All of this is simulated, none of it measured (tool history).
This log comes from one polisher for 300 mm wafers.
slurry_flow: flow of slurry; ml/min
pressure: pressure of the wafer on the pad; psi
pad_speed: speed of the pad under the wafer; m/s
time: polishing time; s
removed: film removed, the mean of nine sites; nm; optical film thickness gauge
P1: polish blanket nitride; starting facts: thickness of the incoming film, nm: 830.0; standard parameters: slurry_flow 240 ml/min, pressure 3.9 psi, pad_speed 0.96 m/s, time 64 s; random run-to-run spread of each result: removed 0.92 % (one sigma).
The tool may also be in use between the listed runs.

run	hour	slurry_flow	pressure	pad_speed	time	removed
1	7.1	240	3.9	0.96	64	119.710
2	13.8	240	6.1	0.96	64	189.250
3	20.7	240	3.9	0.96	42	78.952
4	26.3	240	3.9	0.96	87	161.130
5	31.6	240	3.9	0.96	64	119.730
6	37.3	145	3.9	0.46	64	61.752
# hour 39.3: worn pad replaced by a new one
7	45.1	240	3.9	1.50	64	169.600
# hour 49.9: slurry nozzle cleaned
8	50.8	240	3.9	0.44	64	63.141
9	58.0	240	2.5	0.96	64	76.874
10	65.4	365	3.9	0.96	64	125.100
11	70.1	145	3.9	0.96	64	109.620
12	74.3	240	3.9	0.96	64	120.940
13	79.5	240	3.9	0.96	64	120.740
14	84.6	240	3.9	0.96	64	118.830
15	90.1	240	3.9	0.96	64	120.460

Estimate the outcome of run 16 from the log above:
16	97.9	240	3.9	0.96	64	?

{"run 16": {"removed": 115.92}}
